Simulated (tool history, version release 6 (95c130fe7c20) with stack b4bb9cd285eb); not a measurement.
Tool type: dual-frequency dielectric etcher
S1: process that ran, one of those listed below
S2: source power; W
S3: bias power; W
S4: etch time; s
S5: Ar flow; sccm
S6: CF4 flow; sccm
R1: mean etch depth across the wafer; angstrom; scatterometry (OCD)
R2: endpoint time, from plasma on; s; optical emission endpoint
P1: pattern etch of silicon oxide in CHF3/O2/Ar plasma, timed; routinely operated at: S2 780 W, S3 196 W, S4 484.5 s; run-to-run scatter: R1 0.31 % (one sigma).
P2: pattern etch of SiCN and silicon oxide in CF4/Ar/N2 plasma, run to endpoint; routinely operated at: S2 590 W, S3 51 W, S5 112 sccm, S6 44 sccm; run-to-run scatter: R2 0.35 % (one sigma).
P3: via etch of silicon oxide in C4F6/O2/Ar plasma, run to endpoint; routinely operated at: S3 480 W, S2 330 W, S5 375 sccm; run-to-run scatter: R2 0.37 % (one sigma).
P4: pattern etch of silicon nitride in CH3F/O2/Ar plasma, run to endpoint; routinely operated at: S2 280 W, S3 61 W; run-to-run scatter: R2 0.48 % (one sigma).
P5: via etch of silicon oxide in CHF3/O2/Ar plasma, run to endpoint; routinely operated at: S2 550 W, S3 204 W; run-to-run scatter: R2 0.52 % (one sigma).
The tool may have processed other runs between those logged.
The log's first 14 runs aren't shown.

Run 15, hour 92: S1 P5, S2 550 W, S3 242 W. Result: R2 266.45 s.
Run 16, hour 100.4: S1 P3, S2 460 W, S3 480 W, S5 375 sccm. Result: R2 26.668 s.
Run 17, hour 107.6: S1 P3, S2 330 W, S3 375 W, S5 375 sccm. Result: R2 33.092 s.
Run 18, hour 112.3: S1 P5, S2 550 W, S3 204 W. Result: R2 284.02 s.
Run 19, hour 116.9: S1 P1, S2 780 W, S3 196 W, S4 606 s. Result: R1 13249 angstrom.
Run 20, hour 122.6: S1 P4, S2 280 W, S3 61 W. Result: R2 41.753 s.
Run 21, hour 128.6: S1 P1, S2 780 W, S3 196 W, S4 484.5 s. Result: R1 10602 angstrom.
Run 22, hour 133.4: S1 P3, S2 330 W, S3 480 W, S5 244 sccm. Result: R2 28.758 s.
Run 23, hour 137.4: S1 P1, S2 960 W, S3 122 W, S4 484.5 s. Result: R1 9900.7 angstrom.
Run 24, hour 143.4: S1 P1, S2 780 W, S3 127 W, S4 484.5 s. Result: R1 9172.1 angstrom.
Run 25, hour 150.1: S1 P1, S2 780 W, S3 196 W, S4 284 s. Result: R1 6185.6 angstrom.
Run 26, hour 154: S1 P5, S2 550 W, S3 204 W. Result: R2 285.49 s.
Run 27, hour 160.1: S1 P4, S2 280 W, S3 61 W. Result: R2 41.338 s.
Run 28, hour 163.9: S1 P3, S2 330 W, S3 480 W, S5 375 sccm. Result: R2 30.042 s.
Run 29, hour 170.7: S1 P4, S2 280 W, S3 47 W. Result: R2 45.701 s.
Run 30, hour 175.5: S1 P4, S2 360 W, S3 61 W. Result: R2 37.769 s.
Run 31, hour 182.4: S1 P1, S2 780 W, S3 270 W, S4 484.5 s. Result: R1 11789 angstrom.
Run 32, hour 186.5: S1 P1, S2 780 W, S3 196 W, S4 484.5 s. Result: R1 10547 angstrom.
Run 33, hour 191.6: S1 P1, S2 780 W, S3 196 W, S4 484.5 s. Result: R1 10641 angstrom.

What will run 34 give?
Run 34, hour 199.9: S1 P1, S2 780 W, S3 196 W, S4 484.5 s. Result: R1 ?.

R1: 10720 angstrom
